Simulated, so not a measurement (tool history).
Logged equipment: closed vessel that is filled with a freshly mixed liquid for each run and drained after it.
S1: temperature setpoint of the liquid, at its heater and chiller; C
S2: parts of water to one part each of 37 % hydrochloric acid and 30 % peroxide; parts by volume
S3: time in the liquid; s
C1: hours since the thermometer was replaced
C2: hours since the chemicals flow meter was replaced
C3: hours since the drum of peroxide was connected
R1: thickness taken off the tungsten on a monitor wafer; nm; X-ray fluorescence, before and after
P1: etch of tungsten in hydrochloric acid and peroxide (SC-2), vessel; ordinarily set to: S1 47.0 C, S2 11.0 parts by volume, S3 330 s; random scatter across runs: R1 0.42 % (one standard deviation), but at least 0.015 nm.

{"run": 1, "hour": 4.6, "S1": 47.0, "S2": 11.0, "S3": 330, "C1": 278.1, "C2": 343.4, "C3": 75.3, "R1": 39.735}
{"run": 2, "hour": 11.2, "S1": 47.0, "S2": 18.0, "S3": 120, "C1": 284.7, "C2": 350.0, "C3": 81.9, "R1": 9.2647}
{"run": 3, "hour": 15.3, "S1": 47.0, "S2": 11.0, "S3": 330, "C1": 288.8, "C2": 354.1, "C3": 86.0, "R1": 39.741}
{"run": 4, "hour": 20.1, "S1": 63.5, "S2": 11.0, "S3": 330, "C1": 293.6, "C2": 358.9, "C3": 90.8, "R1": 114.43}
{"run": 5, "hour": 25.4, "S1": 35.0, "S2": 16.5, "S3": 330, "C1": 298.9, "C2": 364.2, "C3": 96.1, "R1": 11.845}
{"run": 6, "hour": 30.2, "S1": 39.0, "S2": 15.0, "S3": 330, "C1": 303.7, "C2": 369.0, "C3": 100.9, "R1": 17.284}
{"run": 7, "hour": 35.7, "S1": 47.0, "S2": 11.0, "S3": 30, "C1": 309.2, "C2": 374.5, "C3": 106.4, "R1": 3.5769}
{"run": 8, "hour": 39.7, "S1": 47.0, "S2": 11.0, "S3": 330, "C1": 313.2, "C2": 378.5, "C3": 110.4, "R1": 39.863}
{"run": 9, "hour": 44.3, "S1": 47.0, "S2": 11.0, "S3": 330, "C1": 317.8, "C2": 383.1, "C3": 115.0, "R1": 39.473}
{"run": 10, "hour": 49.6, "S1": 47.0, "S2": 18.5, "S3": 330, "C1": 323.1, "C2": 388.4, "C3": 120.3, "R1": 24.995}
{"run": 11, "hour": 53.6, "S1": 47.0, "S2": 4.0, "S3": 330, "C1": 327.1, "C2": 392.4, "C3": 124.3, "R1": 85.953}
{"run": 12, "hour": 57.3, "S1": 47.0, "S2": 11.0, "S3": 330, "C1": 330.8, "C2": 396.1, "C3": 128.0, "R1": 39.713}
{"run": 13, "hour": 62.3, "S1": 47.0, "S2": 11.0, "S3": 655, "C1": 335.8, "C2": 401.1, "C3": 133.0, "R1": 78.535}
{"run": 14, "hour": 66.8, "S1": 47.0, "S2": 11.0, "S3": 330, "C1": 340.3, "C2": 405.6, "C3": 137.5, "R1": 39.303}
{"run": 15, "hour": 71.5, "S1": 35.0, "S2": 11.0, "S3": 330, "C1": 345.0, "C2": 410.3, "C3": 142.2, "R1": 16.982}
{"run": 16, "hour": 76.8, "S1": 47.0, "S2": 11.0, "S3": 330, "C1": 350.3, "C2": 415.6, "C3": 147.5, "R1": 39.809}
{"run": 17, "hour": 80.2, "S1": 47.0, "S2": 11.0, "S3": 330, "C1": 353.7, "C2": 419.0, "C3": 150.9, "R1": 40.374}
{"run": 18, "hour": 86.6, "S1": 47.0, "S2": 11.0, "S3": 330, "C1": 360.1, "C2": 425.4, "C3": 157.3, "R1": 41.555}
{"run": 19, "hour": 93.8, "S1": 47.0, "S2": 11.0, "S3": 330, "C1": 367.3, "C2": 432.6, "C3": 164.5, "R1": 42.389}
{"run": 20, "hour": 99.6, "S1": 47.0, "S2": 11.0, "S3": 330, "C1": 373.1, "C2": 438.4, "C3": 170.3, "R1": 42.227}

For run 21, what comes out?
{"run": 21, "hour": 105.1, "S1": 47.0, "S2": 11.0, "S3": 330, "C1": 378.6, "C2": 443.9, "C3": 175.8, "R1": "?"}

R1: 42.3830 nm
